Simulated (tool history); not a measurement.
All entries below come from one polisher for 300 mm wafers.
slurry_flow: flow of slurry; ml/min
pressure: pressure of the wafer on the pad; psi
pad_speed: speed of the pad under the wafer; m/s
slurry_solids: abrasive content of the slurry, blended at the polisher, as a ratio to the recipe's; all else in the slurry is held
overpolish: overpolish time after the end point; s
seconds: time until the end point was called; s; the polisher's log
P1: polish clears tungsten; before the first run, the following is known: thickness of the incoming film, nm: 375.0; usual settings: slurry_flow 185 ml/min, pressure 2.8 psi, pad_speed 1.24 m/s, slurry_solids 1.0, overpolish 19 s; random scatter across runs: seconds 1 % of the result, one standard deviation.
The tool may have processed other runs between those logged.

run,day,slurry_flow,pressure,pad_speed,slurry_solids,overpolish,wafers polished on this pad,hours since the slurry nozzle was cleaned,hours since the head pressure was calibrated,hours since the slurry blender was calibrated,hours since the slurry got fresh peroxide,seconds
1,0.450,185,2.8,1.24,1.0,19,693,200.9,299.1,155.9,43.8,71.434
2,0.708,185,2.8,1.24,1.0,19,761,207.1,305.3,162.1,50.0,70.989
3,1.133,185,2.8,1.24,1.0,37,873,217.3,315.5,172.3,60.2,72.018
# day 1.279: slurry tank refilled with fresh slurry and peroxide
4,1.446,185,2.8,1.24,1.5,19,956,224.8,323.0,179.8,4.0,65.398
5,1.854,275,2.8,1.24,1.0,19,1064,234.6,332.8,189.6,13.8,68.754
6,2.221,185,2.8,1.24,1.0,6,1161,243.4,341.6,198.4,22.6,70.887
7,2.646,185,4.1,1.24,1.0,19,1273,253.6,351.8,208.6,32.8,48.362
8,2.892,185,2.8,1.24,1.0,19,1338,259.5,357.7,214.5,38.7,71.082
9,3.371,185,2.8,1.24,1.0,19,1465,271.0,369.2,226.0,50.2,70.976
10,3.608,185,2.2,1.24,1.0,26,1527,276.7,374.9,231.7,55.9,91.003
11,4.012,185,1.3,1.24,1.0,19,1634,286.4,384.6,241.4,65.6,153.460
12,4.233,185,2.8,0.62,1.0,19,1693,291.7,389.9,246.7,70.9,142.410
13,4.550,185,2.8,1.24,1.0,19,1776,299.3,397.5,254.3,78.5,70.270
14,4.792,185,2.8,1.96,1.0,19,1840,305.1,403.3,260.1,84.3,44.809

Expected results for the next run?
15,5.258,110,2.8,1.24,1.0,19,1964,316.3,414.5,271.3,95.5,?

seconds: 79.354 s

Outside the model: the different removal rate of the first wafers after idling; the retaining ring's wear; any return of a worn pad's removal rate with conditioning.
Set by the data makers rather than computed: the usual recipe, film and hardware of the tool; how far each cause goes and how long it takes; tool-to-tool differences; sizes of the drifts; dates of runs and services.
